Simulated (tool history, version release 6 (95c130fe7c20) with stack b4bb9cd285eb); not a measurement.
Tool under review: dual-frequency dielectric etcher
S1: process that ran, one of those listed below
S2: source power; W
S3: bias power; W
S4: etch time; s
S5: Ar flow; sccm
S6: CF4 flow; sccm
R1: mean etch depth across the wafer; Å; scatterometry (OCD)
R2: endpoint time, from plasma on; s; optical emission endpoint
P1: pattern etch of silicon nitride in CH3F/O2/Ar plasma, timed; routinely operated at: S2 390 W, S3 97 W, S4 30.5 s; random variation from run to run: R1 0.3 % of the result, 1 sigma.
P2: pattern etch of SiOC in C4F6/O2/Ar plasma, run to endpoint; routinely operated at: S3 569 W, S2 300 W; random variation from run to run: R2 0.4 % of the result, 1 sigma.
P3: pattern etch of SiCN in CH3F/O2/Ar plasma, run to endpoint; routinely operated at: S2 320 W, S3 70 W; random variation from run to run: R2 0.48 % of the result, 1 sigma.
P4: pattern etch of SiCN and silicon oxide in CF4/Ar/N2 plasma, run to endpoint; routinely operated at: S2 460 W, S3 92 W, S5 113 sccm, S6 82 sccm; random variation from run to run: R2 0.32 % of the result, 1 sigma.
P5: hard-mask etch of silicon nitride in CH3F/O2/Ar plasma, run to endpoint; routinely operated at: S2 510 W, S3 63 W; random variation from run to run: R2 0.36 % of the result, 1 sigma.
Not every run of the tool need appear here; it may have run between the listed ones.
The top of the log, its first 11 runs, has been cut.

{"run": 12, "day": 5.362, "S1": "P1", "S2": 390, "S3": 130, "S4": 30.5, "R1": 259.99}
{"run": 13, "day": 5.65, "S1": "P4", "S2": 460, "S3": 92, "S5": 113, "S6": 105, "R2": 14.039}
{"run": 14, "day": 6.104, "S1": "P1", "S2": 390, "S3": 97, "S4": 44.0, "R1": 335.27}
{"run": 15, "day": 6.704, "S1": "P1", "S2": 390, "S3": 81, "S4": 37.5, "R1": 269.19}
{"run": 16, "day": 7.238, "S1": "P1", "S2": 390, "S3": 97, "S4": 30.5, "R1": 232.07}
{"run": 17, "day": 7.583, "S1": "P1", "S2": 390, "S3": 97, "S4": 30.5, "R1": 232.29}
{"run": 18, "day": 8.212, "S1": "P5", "S2": 510, "S3": 40, "R2": 53.788}
{"run": 19, "day": 8.825, "S1": "P1", "S2": 310, "S3": 97, "S4": 30.5, "R1": 212.85}
{"run": 20, "day": 9.229, "S1": "P5", "S2": 700, "S3": 63, "R2": 41.247}

Estimate the outcome of run 21 from the log above:
{"run": 21, "day": 9.542, "S1": "P2", "S2": 300, "S3": 400, "R2": "?"}

{"run 21": {"R2": 12.447}}
